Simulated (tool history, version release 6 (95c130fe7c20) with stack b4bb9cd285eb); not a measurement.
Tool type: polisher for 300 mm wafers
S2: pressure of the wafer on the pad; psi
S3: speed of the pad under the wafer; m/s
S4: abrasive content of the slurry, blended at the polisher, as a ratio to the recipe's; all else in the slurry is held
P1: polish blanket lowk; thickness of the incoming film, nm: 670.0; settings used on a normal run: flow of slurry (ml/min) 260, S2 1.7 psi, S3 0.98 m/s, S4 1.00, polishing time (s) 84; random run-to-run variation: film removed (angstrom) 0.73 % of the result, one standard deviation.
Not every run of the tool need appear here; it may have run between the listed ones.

{"run": 1, "day": 0.521, "flow of slurry (ml/min)": 260, "S2": 1.7, "S3": 0.98, "S4": 1.0, "polishing time (s)": 84, "film removed (angstrom)": 246.26}
{"run": 2, "day": 1.033, "flow of slurry (ml/min)": 260, "S2": 1.7, "S3": 0.98, "S4": 1.35, "polishing time (s)": 84, "film removed (angstrom)": 280.9}
{"run": 3, "day": 1.371, "flow of slurry (ml/min)": 260, "S2": 1.7, "S3": 1.54, "S4": 1.0, "polishing time (s)": 84, "film removed (angstrom)": 354.96}
{"run": 4, "day": 1.867, "flow of slurry (ml/min)": 260, "S2": 2.2, "S3": 0.98, "S4": 1.0, "polishing time (s)": 124, "film removed (angstrom)": 465.62}
{"run": 5, "day": 2.346, "flow of slurry (ml/min)": 260, "S2": 1.7, "S3": 0.98, "S4": 1.0, "polishing time (s)": 118, "film removed (angstrom)": 351.87}
{"run": 6, "day": 2.692, "flow of slurry (ml/min)": 260, "S2": 2.4, "S3": 0.98, "S4": 1.0, "polishing time (s)": 84, "film removed (angstrom)": 352.99}
{"run": 7, "day": 3.192, "flow of slurry (ml/min)": 155, "S2": 1.7, "S3": 0.98, "S4": 1.0, "polishing time (s)": 84, "film removed (angstrom)": 227.84}
{"run": 8, "day": 3.779, "flow of slurry (ml/min)": 400, "S2": 1.7, "S3": 0.98, "S4": 1.0, "polishing time (s)": 84, "film removed (angstrom)": 254.61}
{"day": 4.146, "done": "slurry blender recalibrated"}
{"run": 9, "day": 4.196, "flow of slurry (ml/min)": 260, "S2": 2.5, "S3": 0.98, "S4": 1.0, "polishing time (s)": 122, "film removed (angstrom)": 523.1}
{"day": 4.458, "done": "conditioning disc replaced and pad reconditioned"}
{"day": 4.55, "done": "worn pad replaced by a new one"}
{"run": 10, "day": 4.592, "flow of slurry (ml/min)": 260, "S2": 1.7, "S3": 0.98, "S4": 0.5, "polishing time (s)": 84, "film removed (angstrom)": 168.67}
{"run": 11, "day": 5.162, "flow of slurry (ml/min)": 260, "S2": 1.7, "S3": 0.98, "S4": 1.0, "polishing time (s)": 61, "film removed (angstrom)": 180.17}
{"run": 12, "day": 5.488, "flow of slurry (ml/min)": 260, "S2": 1.7, "S3": 0.98, "S4": 1.0, "polishing time (s)": 84, "film removed (angstrom)": 249.49}
{"run": 13, "day": 5.921, "flow of slurry (ml/min)": 260, "S2": 1.7, "S3": 0.98, "S4": 1.0, "polishing time (s)": 84, "film removed (angstrom)": 249.25}
{"run": 14, "day": 6.425, "flow of slurry (ml/min)": 320, "S2": 1.7, "S3": 1.42, "S4": 1.0, "polishing time (s)": 84, "film removed (angstrom)": 342.84}
{"run": 15, "day": 6.908, "flow of slurry (ml/min)": 260, "S2": 0.8, "S3": 0.98, "S4": 1.0, "polishing time (s)": 84, "film removed (angstrom)": 115.74}
{"run": 16, "day": 7.383, "flow of slurry (ml/min)": 260, "S2": 1.7, "S3": 0.98, "S4": 1.0, "polishing time (s)": 84, "film removed (angstrom)": 244.16}
{"run": 17, "day": 7.95, "flow of slurry (ml/min)": 260, "S2": 1.7, "S3": 0.48, "S4": 1.0, "polishing time (s)": 84, "film removed (angstrom)": 140.09}
{"run": 18, "day": 8.262, "flow of slurry (ml/min)": 260, "S2": 1.7, "S3": 0.98, "S4": 1.0, "polishing time (s)": 84, "film removed (angstrom)": 246.12}
{"run": 19, "day": 8.875, "flow of slurry (ml/min)": 260, "S2": 1.7, "S3": 0.98, "S4": 1.0, "polishing time (s)": 84, "film removed (angstrom)": 237.56}
{"run": 20, "day": 9.312, "flow of slurry (ml/min)": 260, "S2": 1.7, "S3": 0.98, "S4": 1.0, "polishing time (s)": 84, "film removed (angstrom)": 236.49}
{"run": 21, "day": 9.929, "flow of slurry (ml/min)": 260, "S2": 1.7, "S3": 0.98, "S4": 1.0, "polishing time (s)": 84, "film removed (angstrom)": 229.99}
{"day": 10.158, "done": "worn pad replaced by a new one"}
{"day": 10.358, "done": "conditioning disc replaced and pad reconditioned"}
{"run": 22, "day": 10.596, "flow of slurry (ml/min)": 260, "S2": 1.7, "S3": 0.98, "S4": 1.0, "polishing time (s)": 84, "film removed (angstrom)": 227.54}
{"run": 23, "day": 11.038, "flow of slurry (ml/min)": 260, "S2": 1.7, "S3": 0.98, "S4": 1.0, "polishing time (s)": 84, "film removed (angstrom)": 227.28}
{"day": 11.075, "done": "slurry nozzle cleaned"}
{"run": 24, "day": 11.446, "flow of slurry (ml/min)": 260, "S2": 1.7, "S3": 0.98, "S4": 1.0, "polishing time (s)": 84, "film removed (angstrom)": 224.11}
{"run": 25, "day": 11.808, "flow of slurry (ml/min)": 260, "S2": 1.7, "S3": 0.98, "S4": 1.0, "polishing time (s)": 84, "film removed (angstrom)": 226.28}
{"run": 26, "day": 12.217, "flow of slurry (ml/min)": 260, "S2": 1.7, "S3": 0.98, "S4": 1.0, "polishing time (s)": 84, "film removed (angstrom)": 226.42}

Compared with where it was, what P1 gives has crept away. Each cause listed below fits the log as well as the rest, at the size given for it:
A: head's pressure below its setpoint, % = 8.81
B: abrasive missing from the slurry, % = 17.5
At approximately day 8.262, the process output began to creep.
Every other cause this tool's parts could produce, and why it does not fit the log:
removal rate lost through wear of the pad, %: serviced at day 10.158, after the drift had started, without restoring the earlier output
slurry flow missing at the pad, %: serviced at day 11.075, after the drift had started, without restoring the earlier output
time polished since the conditioner stopped cutting, s: serviced at day 10.358, after the drift had started, without restoring the earlier output

4 check runs are offered, each on 5 wafers whose results are averaged, their results left as question marks. Which one tells the causes apart?
{"run": "check 1", "day": 12.625, "flow of slurry (ml/min)": 260, "S2": 1.0, "S3": 0.56, "S4": 1.0, "polishing time (s)": 84, "film removed (angstrom)": "?"}
{"run": "check 2", "day": 12.625, "flow of slurry (ml/min)": 160, "S2": 1.7, "S3": 1.5, "S4": 1.0, "polishing time (s)": 84, "film removed (angstrom)": "?"}
{"run": "check 3", "day": 12.625, "flow of slurry (ml/min)": 260, "S2": 1.7, "S3": 0.98, "S4": 0.55, "polishing time (s)": 84, "film removed (angstrom)": "?"}
{"run": "check 4", "day": 12.625, "flow of slurry (ml/min)": 260, "S2": 0.9, "S3": 0.74, "S4": 1.0, "polishing time (s)": 84, "film removed (angstrom)": "?"}

Outcome of each check run for each possible cause:
check=check_1 result=film_removed_(angstrom) if_A=84.856 if_B=84.871
check=check_2 result=film_removed_(angstrom) if_A=297.910 if_B=297.960
check=check_3 result=film_removed_(angstrom) if_A=164.530 if_B=159.980
check=check_4 result=film_removed_(angstrom) if_A=95.447 if_B=95.464
Separation of the two closest causes in each check, using whichever result separates them best: check 1 0.02 %; check 2 0.02 %; check 3 2.8 %; check 4 0.02 %
Only check 3 tells the causes apart: in the others they would give nearly the same result.

Here is what check 3 returned: film removed (angstrom) 163.730. Which cause is it?

It was cause A: head's pressure below its setpoint, %.
